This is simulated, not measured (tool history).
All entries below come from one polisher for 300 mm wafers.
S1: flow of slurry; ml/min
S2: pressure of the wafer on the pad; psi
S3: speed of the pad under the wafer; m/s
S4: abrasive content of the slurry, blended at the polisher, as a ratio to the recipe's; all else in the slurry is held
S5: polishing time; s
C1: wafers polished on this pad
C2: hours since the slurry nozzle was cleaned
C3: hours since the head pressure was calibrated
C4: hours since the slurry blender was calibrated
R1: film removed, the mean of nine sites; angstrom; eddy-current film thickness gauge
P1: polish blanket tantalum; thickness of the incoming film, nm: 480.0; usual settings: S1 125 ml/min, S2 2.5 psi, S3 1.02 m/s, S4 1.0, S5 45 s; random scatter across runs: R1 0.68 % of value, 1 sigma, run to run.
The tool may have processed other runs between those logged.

Run 1, hour 11.0: S1 125 ml/min, S2 2.5 psi, S3 1.02 m/s, S4 1.0, S5 45 s; C1 302; C2 90.0; C3 682.3; C4 80.2. Result: R1 1101.00 angstrom.
Run 2, hour 24.0: S1 125 ml/min, S2 2.5 psi, S3 1.02 m/s, S4 1.4, S5 65 s; C1 468; C2 103.0; C3 695.3; C4 93.2. Result: R1 1754.70 angstrom.
Run 3, hour 39.3: S1 125 ml/min, S2 2.5 psi, S3 1.02 m/s, S4 1.0, S5 45 s; C1 663; C2 118.3; C3 710.6; C4 108.5. Result: R1 1114.10 angstrom.
Run 4, hour 51.6: S1 125 ml/min, S2 2.5 psi, S3 1.02 m/s, S4 1.0, S5 45 s; C1 820; C2 130.6; C3 722.9; C4 120.8. Result: R1 1106.70 angstrom.
Run 5, hour 63.5: S1 125 ml/min, S2 2.5 psi, S3 1.32 m/s, S4 1.0, S5 45 s; C1 972; C2 142.5; C3 734.8; C4 132.7. Result: R1 1444.30 angstrom.
Run 6, hour 76.8: S1 125 ml/min, S2 2.5 psi, S3 1.02 m/s, S4 1.0, S5 45 s; C1 1142; C2 155.8; C3 748.1; C4 146.0. Result: R1 1127.30 angstrom.
Run 7, hour 84.0: S1 125 ml/min, S2 2.5 psi, S3 1.02 m/s, S4 1.0, S5 45 s; C1 1234; C2 163.0; C3 755.3; C4 153.2. Result: R1 1122.50 angstrom.
Run 8, hour 98.6: S1 125 ml/min, S2 2.5 psi, S3 1.02 m/s, S4 1.0, S5 45 s; C1 1420; C2 177.6; C3 769.9; C4 167.8. Result: R1 1114.10 angstrom.
Run 9, hour 107.2: S1 185 ml/min, S2 2.5 psi, S3 1.02 m/s, S4 1.0, S5 45 s; C1 1530; C2 186.2; C3 778.5; C4 176.4. Result: R1 1182.00 angstrom.
Run 10, hour 116.5: S1 125 ml/min, S2 2.5 psi, S3 1.02 m/s, S4 0.5, S5 45 s; C1 1649; C2 195.5; C3 787.8; C4 185.7. Result: R1 872.31 angstrom.
At hour 129.3: slurry blender recalibrated.
Run 11, hour 129.7: S1 125 ml/min, S2 3.6 psi, S3 1.02 m/s, S4 1.0, S5 45 s; C1 1817; C2 208.7; C3 801.0; C4 0.5. Result: R1 1597.00 angstrom.
Run 12, hour 145.4: S1 125 ml/min, S2 2.5 psi, S3 1.02 m/s, S4 1.0, S5 45 s; C1 2018; C2 224.4; C3 816.7; C4 16.2. Result: R1 1114.80 angstrom.
Run 13, hour 153.8: S1 125 ml/min, S2 3.4 psi, S3 0.58 m/s, S4 1.0, S5 45 s; C1 2125; C2 232.8; C3 825.1; C4 24.6. Result: R1 853.38 angstrom.
Run 14, hour 163.3: S1 125 ml/min, S2 1.5 psi, S3 1.02 m/s, S4 1.0, S5 45 s; C1 2247; C2 242.3; C3 834.6; C4 34.1. Result: R1 664.02 angstrom.

Run 15, settings as shown, results not yet in. Your forecast:
Run 15, hour 176.7: S1 125 ml/min, S2 2.5 psi, S3 1.02 m/s, S4 1.0, S5 23 s; C1 2418; C2 255.7; C3 848.0; C4 47.5. Result: R1 ?.

R1: 570.44 angstrom

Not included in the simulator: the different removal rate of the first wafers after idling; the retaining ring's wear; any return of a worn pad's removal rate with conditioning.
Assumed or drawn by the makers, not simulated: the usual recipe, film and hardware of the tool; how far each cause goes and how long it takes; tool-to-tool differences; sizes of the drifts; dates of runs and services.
